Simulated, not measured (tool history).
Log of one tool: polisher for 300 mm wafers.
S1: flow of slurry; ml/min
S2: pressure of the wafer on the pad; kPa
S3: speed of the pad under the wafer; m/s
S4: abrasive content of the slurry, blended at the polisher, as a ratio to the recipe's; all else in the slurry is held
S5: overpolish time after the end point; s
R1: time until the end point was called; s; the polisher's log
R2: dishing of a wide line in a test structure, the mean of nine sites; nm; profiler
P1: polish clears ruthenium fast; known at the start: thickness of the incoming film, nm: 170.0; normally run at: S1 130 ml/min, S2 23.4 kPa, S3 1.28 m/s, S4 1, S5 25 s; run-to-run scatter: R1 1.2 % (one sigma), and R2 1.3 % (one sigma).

run 1 hour=15.4 | S1=130 S2=23.4 S3=1.28 S4=1 S5=25 | R1=26.799 R2=103.62
run 2 hour=26.2 | S1=130 S2=15.9 S3=1.28 S4=0.7 S5=25 | R1=47.931 R2=70.561
run 3 hour=36.5 | S1=130 S2=23.4 S3=1.28 S4=1 S5=25 | R1=26.641 R2=105.7
run 4 hour=53.4 | S1=200 S2=23.4 S3=1.28 S4=1 S5=25 | R1=24.507 R2=113.13
run 5 hour=67.3 | S1=130 S2=23.4 S3=1.28 S4=1.5 S5=25 | R1=22.557 R2=117.73
run 6 hour=77.1 | S1=130 S2=23.4 S3=1.28 S4=1 S5=25 | R1=26.684 R2=104.67
run 7 hour=88.5 | S1=130 S2=23.4 S3=1.28 S4=1 S5=25 | R1=27.353 R2=104.54
run 8 hour=105.2 | S1=130 S2=16.5 S3=1.28 S4=1 S5=25 | R1=37.962 R2=82.536
run 9 hour=113.6 | S1=130 S2=23.4 S3=1.28 S4=1 S5=8 | R1=26.356 R2=42.736
-- hour=114.4 head pressure recalibrated
run 10 hour=127.1 | S1=130 S2=23.4 S3=1.28 S4=1 S5=25 | R1=26.959 R2=107.02
run 11 hour=136.6 | S1=130 S2=23.4 S3=1.28 S4=1 S5=39 | R1=27.073 R2=141.39
run 12 hour=151 | S1=130 S2=23.4 S3=1.74 S4=1 S5=25 | R1=19.649 R2=128.52
run 13 hour=168.3 | S1=130 S2=23.4 S3=0.68 S4=1 S5=25 | R1=49.932 R2=64.654
run 14 hour=180.7 | S1=130 S2=23.4 S3=1.28 S4=0.5 S5=25 | R1=38.518 R2=81.385
run 15 hour=191 | S1=80 S2=23.4 S3=1.28 S4=1 S5=25 | R1=30.035 R2=96.471
run 16 hour=201.4 | S1=130 S2=35.2 S3=1.28 S4=1 S5=25 | R1=18.202 R2=138.29
run 17 hour=214.2 | S1=130 S2=23.4 S3=1.28 S4=1 S5=25 | R1=26.532 R2=104.33
run 18 hour=231.9 | S1=130 S2=23.4 S3=1.28 S4=1 S5=25 | R1=27.739 R2=103.95
run 19 hour=247.6 | S1=130 S2=23.4 S3=1.28 S4=1 S5=25 | R1=27.987 R2=103.18
-- hour=260.3 head pressure recalibrated
run 20 hour=264.2 | S1=130 S2=23.4 S3=1.28 S4=1 S5=25 | R1=28.81 R2=99.842
run 21 hour=274.3 | S1=130 S2=23.4 S3=1.28 S4=1 S5=25 | R1=28.658 R2=101.35

Forecast run 22:
run 22 hour=285.5 | S1=130 S2=23.4 S3=1.28 S4=1 S5=25 | R1=? R2=?

R1: 28.876 s
R2: 99.276 nm
